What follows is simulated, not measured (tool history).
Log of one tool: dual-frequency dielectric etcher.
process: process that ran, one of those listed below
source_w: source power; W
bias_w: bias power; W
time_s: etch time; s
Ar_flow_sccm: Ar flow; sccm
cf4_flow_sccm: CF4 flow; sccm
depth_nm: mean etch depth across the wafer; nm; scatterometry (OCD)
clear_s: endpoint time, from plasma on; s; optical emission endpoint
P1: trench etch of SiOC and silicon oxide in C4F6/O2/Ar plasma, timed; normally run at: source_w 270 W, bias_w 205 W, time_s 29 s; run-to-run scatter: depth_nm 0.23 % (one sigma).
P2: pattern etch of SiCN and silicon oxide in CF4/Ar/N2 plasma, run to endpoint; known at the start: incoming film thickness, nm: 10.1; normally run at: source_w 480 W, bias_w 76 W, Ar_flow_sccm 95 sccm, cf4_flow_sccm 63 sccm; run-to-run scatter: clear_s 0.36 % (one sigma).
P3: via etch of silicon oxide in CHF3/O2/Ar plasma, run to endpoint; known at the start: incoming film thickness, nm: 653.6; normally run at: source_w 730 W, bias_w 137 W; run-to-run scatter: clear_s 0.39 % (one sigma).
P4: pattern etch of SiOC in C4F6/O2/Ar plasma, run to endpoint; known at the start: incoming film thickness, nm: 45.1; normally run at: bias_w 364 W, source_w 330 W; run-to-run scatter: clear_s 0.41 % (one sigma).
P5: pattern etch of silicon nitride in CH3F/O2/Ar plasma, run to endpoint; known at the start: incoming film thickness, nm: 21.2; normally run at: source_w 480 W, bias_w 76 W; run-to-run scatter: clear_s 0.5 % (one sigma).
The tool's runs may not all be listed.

run   hour  process  source_w  bias_w  time_s  Ar_flow_sccm  cf4_flow_sccm  depth_nm  clear_s
  1    6.3       P1       270     205      29                                 52.307
  2   15.2       P1       330     243      29                                  59.94
  3   24.3       P2       290      76                    95             63             17.072
  4   35.2       P1       270     205      29                                 52.244
  5   45.8       P2       480      76                    95             86             10.494
  6   54.6       P1       270     205      29                                 52.321
  7     62       P1       270     246      29                                 55.582
  8   72.9       P1       270     205      29                                 52.149
  9   87.1       P1       270     205    22.5                                   40.9
 10   96.3       P1       270     205      29                                 52.499
     102.4  -- wet clean of the chamber
 11  105.5       P2       480      76                    73             63             10.608
 12  113.3       P3       730      81                                                  393.48
 13  123.6       P2       480     107                    95             63             9.7187
 14  131.8       P4       330     222                                                  22.559
 15    140       P5       480      76                                                  28.418
 16  152.6       P1       270     205      39                                 70.153
     158.7  -- bias power generator calibrated
 17  166.2       P5       480      76                                                  28.526
 18  178.8       P1       370     205      29                                 58.889
 19    186       P4       430     364                                                   17.23

Forecast run 20:
 20  199.1       P5       650      76                                                       ?

Run 20 gave clear_s 25.361 s.
